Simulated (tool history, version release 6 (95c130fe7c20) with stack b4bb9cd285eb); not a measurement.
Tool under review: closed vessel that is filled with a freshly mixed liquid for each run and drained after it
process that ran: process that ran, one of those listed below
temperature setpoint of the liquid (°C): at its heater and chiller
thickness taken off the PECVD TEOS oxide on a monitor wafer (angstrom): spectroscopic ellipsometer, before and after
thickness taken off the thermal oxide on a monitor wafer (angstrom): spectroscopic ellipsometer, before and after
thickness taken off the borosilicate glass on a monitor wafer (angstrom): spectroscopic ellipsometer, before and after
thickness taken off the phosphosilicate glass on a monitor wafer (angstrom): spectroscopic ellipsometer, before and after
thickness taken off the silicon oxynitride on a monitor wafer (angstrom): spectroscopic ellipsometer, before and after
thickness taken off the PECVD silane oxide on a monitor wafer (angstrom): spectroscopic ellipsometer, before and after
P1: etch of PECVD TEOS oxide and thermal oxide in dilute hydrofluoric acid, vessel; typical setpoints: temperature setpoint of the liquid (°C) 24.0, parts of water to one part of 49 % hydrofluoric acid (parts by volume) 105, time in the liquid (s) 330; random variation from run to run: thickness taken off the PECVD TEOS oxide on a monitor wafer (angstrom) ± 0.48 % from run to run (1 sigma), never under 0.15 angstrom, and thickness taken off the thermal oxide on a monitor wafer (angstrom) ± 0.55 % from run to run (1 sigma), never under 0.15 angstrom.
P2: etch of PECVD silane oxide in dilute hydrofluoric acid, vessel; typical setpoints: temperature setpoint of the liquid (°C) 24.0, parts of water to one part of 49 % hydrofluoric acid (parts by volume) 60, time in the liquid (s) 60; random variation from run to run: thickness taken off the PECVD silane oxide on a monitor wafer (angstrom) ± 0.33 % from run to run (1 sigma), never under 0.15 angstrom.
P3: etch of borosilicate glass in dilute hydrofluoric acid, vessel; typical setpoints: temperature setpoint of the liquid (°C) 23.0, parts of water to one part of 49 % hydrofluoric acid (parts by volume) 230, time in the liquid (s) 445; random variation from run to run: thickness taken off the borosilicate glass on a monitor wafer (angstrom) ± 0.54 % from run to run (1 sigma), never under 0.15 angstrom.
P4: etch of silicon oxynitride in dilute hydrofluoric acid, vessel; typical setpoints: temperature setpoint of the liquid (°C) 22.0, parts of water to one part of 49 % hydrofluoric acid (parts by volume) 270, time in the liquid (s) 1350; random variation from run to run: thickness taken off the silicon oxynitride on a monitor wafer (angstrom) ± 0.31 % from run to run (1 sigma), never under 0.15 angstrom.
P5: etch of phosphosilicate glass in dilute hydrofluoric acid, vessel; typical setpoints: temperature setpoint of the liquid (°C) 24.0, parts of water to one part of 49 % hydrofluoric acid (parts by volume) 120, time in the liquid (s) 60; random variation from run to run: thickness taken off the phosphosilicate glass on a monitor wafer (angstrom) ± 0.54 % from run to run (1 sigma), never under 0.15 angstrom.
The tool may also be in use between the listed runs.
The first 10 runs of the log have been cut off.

| run | hour | process that ran | temperature setpoint of the liquid (°C) | parts of water to one part of 49 % hydrofluoric acid (parts by volume) | time in the liquid (s) | hours since the thermometer was replaced | hours since the hydrofluoric acid flow meter was replaced | thickness taken off the PECVD TEOS oxide on a monitor wafer (angstrom) | thickness taken off the thermal oxide on a monitor wafer (angstrom) | thickness taken off the borosilicate glass on a monitor wafer (angstrom) | thickness taken off the phosphosilicate glass on a monitor wafer (angstrom) | thickness taken off the silicon oxynitride on a monitor wafer (angstrom) | thickness taken off the PECVD silane oxide on a monitor wafer (angstrom) |
|---|---|---|---|---|---|---|---|---|---|---|---|---|---|
| 11 | 53.5 | P4 | 27.0 | 270 | 1350 | 397.1 | 369.9 |  |  |  |  | 221.180 |  |
| 12 | 58.9 | P1 | 27.5 | 105 | 535 | 402.5 | 375.3 | 1023.400 | 260.520 |  |  |  |  |
| 13 | 65.0 | P5 | 24.0 | 205 | 60 | 408.6 | 381.4 |  |  |  | 448.64 |  |  |
| 14 | 68.5 | P1 | 24.0 | 105 | 330 | 412.1 | 384.9 | 543.580 | 139.540 |  |  |  |  |
| 15 | 73.5 | P2 | 30.5 | 60 | 60 | 417.1 | 389.9 |  |  |  |  |  | 623.91 |
| 16 | 77.7 | P4 | 22.0 | 270 | 1350 | 421.3 | 394.1 |  |  |  |  | 179.230 |  |
| 17 | 83.1 | P4 | 22.0 | 440 | 1350 | 426.7 | 399.5 |  |  |  |  | 98.194 |  |
| 18 | 86.6 | P1 | 29.5 | 105 | 330 | 430.2 | 403.0 | 676.850 | 174.620 |  |  |  |  |
| 19 | 93.5 | P1 | 24.0 | 160 | 330 | 437.1 | 409.9 | 336.020 | 86.182 |  |  |  |  |
| 20 | 98.9 | P5 | 24.0 | 120 | 30 | 442.5 | 415.3 |  |  |  | 421.77 |  |  |
| 21 | 104.8 | P3 | 23.0 | 230 | 445 | 448.4 | 421.2 |  |  | 515.11 |  |  |  |
| 22 | 110.5 | P4 | 22.0 | 270 | 2205 | 454.1 | 426.9 |  |  |  |  | 291.730 |  |
| 23 | 116.0 | P1 | 24.0 | 105 | 330 | 459.6 | 432.4 | 549.910 | 141.500 |  |  |  |  |
| 24 | 121.4 | P4 | 22.0 | 270 | 1350 | 465.0 | 437.8 |  |  |  |  | 178.850 |  |
| 25 | 126.7 | P2 | 24.0 | 60 | 60 | 470.3 | 443.1 |  |  |  |  |  | 478.37 |
| 26 | 130.3 | P1 | 24.0 | 105 | 550 | 473.9 | 446.7 | 909.410 | 236.570 |  |  |  |  |
| 27 | 135.7 | P2 | 24.0 | 60 | 30 | 479.3 | 452.1 |  |  |  |  |  | 238.49 |
| 28 | 139.7 | P1 | 24.0 | 105 | 50 | 483.3 | 456.1 | 82.396 | 21.165 |  |  |  |  |
| 29 | 146.6 | P3 | 23.0 | 230 | 760 | 490.2 | 463.0 |  |  | 889.13 |  |  |  |
| 30 | 151.0 | P2 | 24.0 | 25 | 60 | 494.6 | 467.4 |  |  |  |  |  | 1199.50 |
| 31 | 154.6 | P1 | 24.0 | 105 | 330 | 498.2 | 471.0 | 554.820 | 140.970 |  |  |  |  |
| 32 | 159.7 | P1 | 24.0 | 105 | 330 | 503.3 | 476.1 | 562.390 | 143.500 |  |  |  |  |
| 33 | 166.8 | P1 | 24.0 | 105 | 330 | 510.4 | 483.2 | 572.240 | 147.610 |  |  |  |  |

Expected results for the next run?
| 34 | 171.5 | P1 | 24.0 | 105 | 330 | 515.1 | 487.9 | ? | ? |  |  |  |  |

thickness taken off the PECVD TEOS oxide on a monitor wafer (angstrom): 579.380
thickness taken off the thermal oxide on a monitor wafer (angstrom): 148.710

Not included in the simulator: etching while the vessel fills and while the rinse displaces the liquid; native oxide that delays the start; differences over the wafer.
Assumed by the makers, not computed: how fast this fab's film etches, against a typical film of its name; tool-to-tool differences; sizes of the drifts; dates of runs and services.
